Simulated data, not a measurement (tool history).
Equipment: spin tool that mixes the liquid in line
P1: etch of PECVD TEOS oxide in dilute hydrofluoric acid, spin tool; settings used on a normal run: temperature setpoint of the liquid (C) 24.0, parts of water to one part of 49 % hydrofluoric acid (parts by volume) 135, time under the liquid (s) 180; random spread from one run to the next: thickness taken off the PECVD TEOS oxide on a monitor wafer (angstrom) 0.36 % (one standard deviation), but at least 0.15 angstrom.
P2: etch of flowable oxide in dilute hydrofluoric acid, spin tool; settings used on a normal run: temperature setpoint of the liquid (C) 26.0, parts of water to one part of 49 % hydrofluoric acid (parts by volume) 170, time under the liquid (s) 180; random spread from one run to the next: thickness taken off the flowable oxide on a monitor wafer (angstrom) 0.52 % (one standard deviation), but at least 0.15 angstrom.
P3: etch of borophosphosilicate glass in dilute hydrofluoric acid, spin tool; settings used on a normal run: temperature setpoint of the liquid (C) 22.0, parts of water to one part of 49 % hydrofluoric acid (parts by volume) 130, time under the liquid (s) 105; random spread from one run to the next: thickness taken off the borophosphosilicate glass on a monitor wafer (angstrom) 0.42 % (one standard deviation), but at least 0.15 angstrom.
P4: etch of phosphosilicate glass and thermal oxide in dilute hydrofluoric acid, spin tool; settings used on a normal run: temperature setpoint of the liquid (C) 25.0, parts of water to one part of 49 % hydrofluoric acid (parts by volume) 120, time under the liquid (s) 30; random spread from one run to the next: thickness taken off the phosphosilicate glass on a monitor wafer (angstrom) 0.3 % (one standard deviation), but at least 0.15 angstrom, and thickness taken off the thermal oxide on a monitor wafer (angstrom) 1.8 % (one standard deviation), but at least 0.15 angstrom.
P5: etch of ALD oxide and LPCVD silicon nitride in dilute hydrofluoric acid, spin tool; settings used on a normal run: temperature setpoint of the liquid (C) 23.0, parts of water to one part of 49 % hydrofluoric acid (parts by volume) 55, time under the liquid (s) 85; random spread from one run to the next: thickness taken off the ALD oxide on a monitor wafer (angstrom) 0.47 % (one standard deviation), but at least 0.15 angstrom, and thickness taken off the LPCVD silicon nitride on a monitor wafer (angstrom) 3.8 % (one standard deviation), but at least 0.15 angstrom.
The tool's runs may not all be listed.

| run | day | process that ran | temperature setpoint of the liquid (C) | parts of water to one part of 49 % hydrofluoric acid (parts by volume) | time under the liquid (s) | hours since the thermometer was replaced | hours since the hydrofluoric acid flow meter was replaced | thickness taken off the PECVD TEOS oxide on a monitor wafer (angstrom) | thickness taken off the ALD oxide on a monitor wafer (angstrom) | thickness taken off the LPCVD silicon nitride on a monitor wafer (angstrom) | thickness taken off the borophosphosilicate glass on a monitor wafer (angstrom) | thickness taken off the phosphosilicate glass on a monitor wafer (angstrom) | thickness taken off the thermal oxide on a monitor wafer (angstrom) | thickness taken off the flowable oxide on a monitor wafer (angstrom) |
|---|---|---|---|---|---|---|---|---|---|---|---|---|---|---|
| 1 | 0.283 | P1 | 24.0 | 135 | 180 | 543.5 | 91.7 | 184.270 |  |  |  |  |  |  |
| 2 | 0.512 | P1 | 20.0 | 135 | 180 | 549.0 | 97.2 | 157.430 |  |  |  |  |  |  |
| 3 | 0.896 | P5 | 17.0 | 55 | 85 | 558.2 | 106.4 |  | 118.74 | 4.2692 |  |  |  |  |
| 4 | 1.204 | P1 | 24.0 | 135 | 260 | 565.6 | 113.8 | 265.410 |  |  |  |  |  |  |
| 5 | 1.392 | P1 | 24.0 | 135 | 180 | 570.1 | 118.3 | 183.190 |  |  |  |  |  |  |
| 6 | 1.729 | P3 | 22.0 | 205 | 105 | 578.2 | 126.4 |  |  |  | 177.480 |  |  |  |
| 7 | 1.921 | P1 | 24.0 | 135 | 180 | 582.8 | 131.0 | 183.610 |  |  |  |  |  |  |
| 8 | 2.296 | P5 | 23.0 | 55 | 165 | 591.8 | 140.0 |  | 299.72 | 13.5590 |  |  |  |  |
| 9 | 2.608 | P5 | 23.0 | 20 | 85 | 599.3 | 147.5 |  | 445.04 | 18.6470 |  |  |  |  |
| 10 | 2.967 | P3 | 22.0 | 130 | 105 | 607.9 | 156.1 |  |  |  | 303.690 |  |  |  |
| 11 | 3.350 | P4 | 25.0 | 120 | 30 | 617.1 | 165.3 |  |  |  |  | 220.80 | 12.9360 |  |
| 12 | 3.538 | P1 | 30.5 | 135 | 180 | 621.6 | 169.8 | 234.600 |  |  |  |  |  |  |
| 13 | 3.888 | P2 | 18.0 | 170 | 180 | 630.0 | 178.2 |  |  |  |  |  |  | 230.42 |
| 14 | 4.079 | P2 | 26.0 | 290 | 180 | 634.6 | 182.8 |  |  |  |  |  |  | 159.43 |
| 15 | 4.454 | P4 | 29.0 | 120 | 30 | 643.6 | 191.8 |  |  |  |  | 258.96 | 14.9870 |  |
| 16 | 4.775 | P4 | 25.0 | 120 | 60 | 651.3 | 199.5 |  |  |  |  | 442.78 | 24.8320 |  |
| 17 | 5.017 | P1 | 24.0 | 185 | 180 | 657.1 | 205.3 | 127.120 |  |  |  |  |  |  |
| 18 | 5.212 | P5 | 23.0 | 55 | 85 | 661.8 | 210.0 |  | 154.89 | 6.3069 |  |  |  |  |
| 19 | 5.412 | P1 | 24.0 | 135 | 20 | 666.6 | 214.8 | 20.462 |  |  |  |  |  |  |
| 20 | 5.625 | P3 | 22.0 | 130 | 15 | 671.7 | 219.9 |  |  |  | 43.237 |  |  |  |
| 21 | 5.804 | P3 | 17.0 | 130 | 105 | 676.0 | 224.2 |  |  |  | 248.860 |  |  |  |
| 22 | 6.188 | P2 | 26.0 | 170 | 180 | 685.2 | 233.4 |  |  |  |  |  |  | 310.35 |
| 23 | 6.433 | P1 | 24.0 | 135 | 180 | 691.1 | 239.3 | 182.560 |  |  |  |  |  |  |
| 24 | 6.642 | P1 | 24.0 | 230 | 260 | 696.1 | 244.3 | 141.350 |  |  |  |  |  |  |
| 25 | 6.817 | P1 | 24.0 | 60 | 180 | 700.3 | 248.5 | 456.130 |  |  |  |  |  |  |
| 26 | 7.121 | P4 | 25.0 | 195 | 30 | 707.6 | 255.8 |  |  |  |  | 124.46 | 7.0296 |  |
| 27 | 7.425 | P1 | 24.0 | 135 | 180 | 714.9 | 263.1 | 184.350 |  |  |  |  |  |  |
| 28 | 7.629 | P2 | 26.0 | 170 | 335 | 719.8 | 268.0 |  |  |  |  |  |  | 583.11 |
| 29 | 7.975 | P1 | 24.0 | 135 | 180 | 728.1 | 276.3 | 183.630 |  |  |  |  |  |  |
| 30 | 8.325 | P1 | 24.0 | 135 | 180 | 736.5 | 284.7 | 192.260 |  |  |  |  |  |  |
| 31 | 8.558 | P1 | 24.0 | 135 | 180 | 742.1 | 290.3 | 196.340 |  |  |  |  |  |  |
| 32 | 8.825 | P1 | 24.0 | 135 | 180 | 748.5 | 296.7 | 199.020 |  |  |  |  |  |  |
| 33 | 9.171 | P1 | 24.0 | 135 | 180 | 756.8 | 305.0 | 198.890 |  |  |  |  |  |  |
| 34 | 9.529 | P1 | 24.0 | 135 | 180 | 765.4 | 313.6 | 200.250 |  |  |  |  |  |  |
| 35 | 9.833 | P1 | 24.0 | 135 | 180 | 772.7 | 320.9 | 201.340 |  |  |  |  |  |  |

Something has made what P1 gives creep away from where it was; the 2 causes below, each at its own stated size, fit the log equally well:
A: liquid hotter than its thermometer reads (K) = 2.42
B: hydrofluoric acid flow above the setpoint (%) = 8.33
The onset of the drift is placed at about day 7.975.

Below are 4 check runs, each averaged over 5 wafers, with their results shown as question marks. Which of them would give clearly different results depending on which cause is behind the drift?
| check 1 | 10.138 | P2 | 18.5 | 170 | 310 |  |  |  |  |  |  |  |  | ? |
| check 2 | 10.138 | P5 | 18.0 | 55 | 140 |  |  |  | ? | ? |  |  |  |  |
| check 3 | 10.138 | P4 | 25.0 | 120 | 45 |  |  |  |  |  |  | ? | ? |  |
| check 4 | 10.138 | P3 | 17.0 | 170 | 105 |  |  |  |  |  | ? |  |  |  |

What every check run would give for each of its results, assuming each possible cause in turn:
| check | result | if A | if B |
|---|---|---|---|
| check 1 | thickness taken off the flowable oxide on a monitor wafer (angstrom) | 444.63 | 443.52 |
| check 2 | thickness taken off the ALD oxide on a monitor wafer (angstrom) | 227.54 | 223.43 |
| check 2 | thickness taken off the LPCVD silicon nitride on a monitor wafer (angstrom) | 9.3396 | 8.5259 |
| check 3 | thickness taken off the phosphosilicate glass on a monitor wafer (angstrom) | 365.64 | 365.23 |
| check 3 | thickness taken off the thermal oxide on a monitor wafer (angstrom) | 20.5740 | 20.5500 |
| check 4 | thickness taken off the borophosphosilicate glass on a monitor wafer (angstrom) | 200.780 | 199.890 |
Smallest distance between any two causes, each pair judged by its most separating result, in per cent: check 1 0.25 %; check 2 9.12 %; check 3 0.11 %; check 4 0.44 %
Check 2 distinguishes between the causes, while the remaining checks would return nearly the same result for all of them.

Here is what check 2 returned: thickness taken off the ALD oxide on a monitor wafer (angstrom) 227.91; thickness taken off the LPCVD silicon nitride on a monitor wafer (angstrom) 9.4185. Which cause is it?

It was cause A: liquid hotter than its thermometer reads (K).
